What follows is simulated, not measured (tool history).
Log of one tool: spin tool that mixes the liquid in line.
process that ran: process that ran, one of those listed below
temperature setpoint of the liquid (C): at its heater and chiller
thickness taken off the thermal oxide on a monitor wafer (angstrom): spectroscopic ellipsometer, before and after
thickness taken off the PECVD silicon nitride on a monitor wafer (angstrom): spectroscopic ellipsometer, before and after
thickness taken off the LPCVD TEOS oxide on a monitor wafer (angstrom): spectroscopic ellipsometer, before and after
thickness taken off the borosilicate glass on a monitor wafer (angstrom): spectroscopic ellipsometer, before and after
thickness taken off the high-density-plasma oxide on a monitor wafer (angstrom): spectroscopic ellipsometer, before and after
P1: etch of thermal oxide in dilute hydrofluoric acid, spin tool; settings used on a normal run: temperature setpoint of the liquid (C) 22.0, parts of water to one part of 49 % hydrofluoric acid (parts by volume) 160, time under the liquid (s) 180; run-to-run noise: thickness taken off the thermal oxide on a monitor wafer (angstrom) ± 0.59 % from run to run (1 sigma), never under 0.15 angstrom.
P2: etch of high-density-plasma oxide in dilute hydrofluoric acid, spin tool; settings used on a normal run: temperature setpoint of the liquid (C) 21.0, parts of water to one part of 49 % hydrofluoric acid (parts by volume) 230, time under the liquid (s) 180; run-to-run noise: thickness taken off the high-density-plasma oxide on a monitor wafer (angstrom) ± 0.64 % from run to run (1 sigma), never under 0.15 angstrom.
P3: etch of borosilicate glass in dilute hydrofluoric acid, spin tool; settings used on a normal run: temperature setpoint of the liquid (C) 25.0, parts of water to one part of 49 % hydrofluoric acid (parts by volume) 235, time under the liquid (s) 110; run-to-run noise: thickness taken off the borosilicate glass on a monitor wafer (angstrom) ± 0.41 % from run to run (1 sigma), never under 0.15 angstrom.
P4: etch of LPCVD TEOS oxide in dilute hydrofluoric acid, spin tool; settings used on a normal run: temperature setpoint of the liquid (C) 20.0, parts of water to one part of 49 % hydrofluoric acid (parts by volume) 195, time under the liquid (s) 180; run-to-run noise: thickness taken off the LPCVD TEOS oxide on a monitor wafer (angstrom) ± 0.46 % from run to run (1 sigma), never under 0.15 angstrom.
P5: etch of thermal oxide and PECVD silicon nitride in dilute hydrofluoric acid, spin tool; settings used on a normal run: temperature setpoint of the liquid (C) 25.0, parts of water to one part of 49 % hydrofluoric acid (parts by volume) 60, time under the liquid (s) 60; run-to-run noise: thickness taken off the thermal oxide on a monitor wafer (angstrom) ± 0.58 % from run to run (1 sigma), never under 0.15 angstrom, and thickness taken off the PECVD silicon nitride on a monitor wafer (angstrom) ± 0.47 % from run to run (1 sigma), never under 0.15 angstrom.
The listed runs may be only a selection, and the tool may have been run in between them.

run   hour  process that ran  temperature setpoint of the liquid (C)  parts of water to one part of 49 % hydrofluoric acid (parts by volume)  time under the liquid (s)  hours since the thermometer was replaced  hours since the hydrofluoric acid flow meter was replaced  thickness taken off the thermal oxide on a monitor wafer (angstrom)  thickness taken off the PECVD silicon nitride on a monitor wafer (angstrom)  thickness taken off the LPCVD TEOS oxide on a monitor wafer (angstrom)  thickness taken off the borosilicate glass on a monitor wafer (angstrom)  thickness taken off the high-density-plasma oxide on a monitor wafer (angstrom)
  1   13.6                P1                                    22.0                                                                     160                        180                                    1046.7                                                      212.8                                                               44.675
  2   25.7                P5                                    25.0                                                                      60                        105                                    1058.8                                                      224.9                                                               91.065                                                                       88.301
  3   35.8                P4                                    20.0                                                                     195                        180                                    1068.9                                                      235.0                                                                                                                                                                                                                    178.63
  4   47.3                P1                                    22.0                                                                     160                        180                                    1080.4                                                      246.5                                                               44.290
  5   55.3                P4                                    17.0                                                                     195                        180                                    1088.4                                                      254.5                                                                                                                                                                                                                    158.32
  6   64.5                P3                                    29.0                                                                     235                        110                                    1097.6                                                      263.7                                                                                                                                                                                                                                                                                              187.64
  7   78.0                P1                                    17.0                                                                      65                        180                                    1111.1                                                      277.2                                                               98.950
  8   92.8                P1                                    22.0                                                                     160                         55                                    1125.9                                                      292.0                                                               13.387
  9  103.4                P1                                    26.5                                                                     160                        180                                    1136.5                                                      302.6                                                               52.943
 10  116.2                P3                                    25.0                                                                     235                        110                                    1149.3                                                      315.4                                                                                                                                                                                                                                                                                              162.17
 11  129.2                P1                                    22.0                                                                     160                        315                                    1162.3                                                      328.4                                                               77.997
 12  144.2                P5                                    19.0                                                                      60                         60                                    1177.3                                                      343.4                                                               40.934                                                                       33.280
 13  156.7                P4                                    20.0                                                                     195                        290                                    1189.8                                                      355.9                                                                                                                                                                                                                    289.02
 14  168.2                P3                                    25.0                                                                     235                        185                                    1201.3                                                      367.4                                                                                                                                                                                                                                                                                              274.86
 15  177.3                P3                                    25.0                                                                      90                        110                                    1210.4                                                      376.5                                                                                                                                                                                                                                                                                              501.72
     182.2  -- thermometer replaced
 16  192.6                P2                                    21.0                                                                     345                        180                                      10.5                                                      391.8                                                                                                                                                                                                                                                                                                                                                                               26.449
 17  203.8                P5                                    25.0                                                                      60                         60                                      21.7                                                      403.0                                                               52.061                                                                       50.264
 18  217.8                P2                                    21.0                                                                     230                        350                                      35.7                                                      417.0                                                                                                                                                                                                                                                                                                                                                                               84.603
 19  232.2                P2                                    21.0                                                                     230                        180                                      50.1                                                      431.4                                                                                                                                                                                                                                                                                                                                                                               44.264
 20  248.7                P4                                    20.0                                                                     285                        180                                      66.6                                                      447.9                                                                                                                                                                                                                    111.80
 21  258.3                P1                                    22.0                                                                     160                        180                                      76.2                                                      457.5                                                               44.740
 22  267.8                P1                                    22.0                                                                     160                        180                                      85.7                                                      467.0                                                               44.500
 23  281.5                P2                                    21.0                                                                     230                        180                                      99.4                                                      480.7                                                                                                                                                                                                                                                                                                                                                                               44.462
 24  289.0                P4                                    20.0                                                                     195                        180                                     106.9                                                      488.2                                                                                                                                                                                                                    179.58
 25  296.8                P1                                    22.0                                                                     160                        180                                     114.7                                                      496.0                                                               44.780
 26  307.2                P1                                    22.0                                                                     160                        180                                     125.1                                                      506.4                                                               44.144
 27  319.1                P1                                    17.0                                                                     160                        180                                     137.0                                                      518.3                                                               36.659
     320.6  -- hydrofluoric acid flow meter replaced
 28  328.7                P2                                    17.0                                                                     230                        180                                     146.6                                                        8.1                                                                                                                                                                                                                                                                                                                                                                               37.869
 29  343.1                P1                                    22.0                                                                     160                        180                                     161.0                                                       22.5                                                               44.335
 30  360.3                P1                                    22.0                                                                     250                        180                                     178.2                                                       39.7                                                               25.894
 31  372.7                P1                                    22.0                                                                      55                        180                                     190.6                                                       52.1                                                              146.680
 32  384.7                P5                                    25.0                                                                      25                         60                                     202.6                                                       64.1                                                              131.380                                                                      118.410
 33  395.8                P5                                    25.0                                                                      60                         60                                     213.7                                                       75.2                                                               52.412                                                                       50.603
 34  411.4                P1                                    22.0                                                                     160                        180                                     229.3                                                       90.8                                                               44.350
 35  424.6                P1                                    22.0                                                                     160                        180                                     242.5                                                      104.0                                                               43.239
 36  435.4                P1                                    22.0                                                                     160                        180                                     253.3                                                      114.8                                                               42.794
 37  451.7                P1                                    22.0                                                                     160                        180                                     269.6                                                      131.1                                                               42.332
 38  468.5                P1                                    22.0                                                                     160                        180                                     286.4                                                      147.9                                                               41.983
 39  481.0                P1                                    22.0                                                                     160                        180                                     298.9                                                      160.4                                                               42.538
 40  494.6                P1                                    22.0                                                                     160                        180                                     312.5                                                      174.0                                                               42.178
 41  505.6                P1                                    22.0                                                                     160                        180                                     323.5                                                      185.0                                                               41.830
 42  516.4                P1                                    22.0                                                                     160                        180                                     334.3                                                      195.8                                                               41.747
 43  524.9                P1                                    22.0                                                                     160                        180                                     342.8                                                      204.3                                                               41.513
 44  541.1                P1                                    22.0                                                                     160                        180                                     359.0                                                      220.5                                                               41.976

Forecast run 45:
 45  551.1                P1                                    22.0                                                                     160                        180                                     369.0                                                      230.5                                                                    ?

Run 45 yielded thickness taken off the thermal oxide on a monitor wafer (angstrom) 41.890.

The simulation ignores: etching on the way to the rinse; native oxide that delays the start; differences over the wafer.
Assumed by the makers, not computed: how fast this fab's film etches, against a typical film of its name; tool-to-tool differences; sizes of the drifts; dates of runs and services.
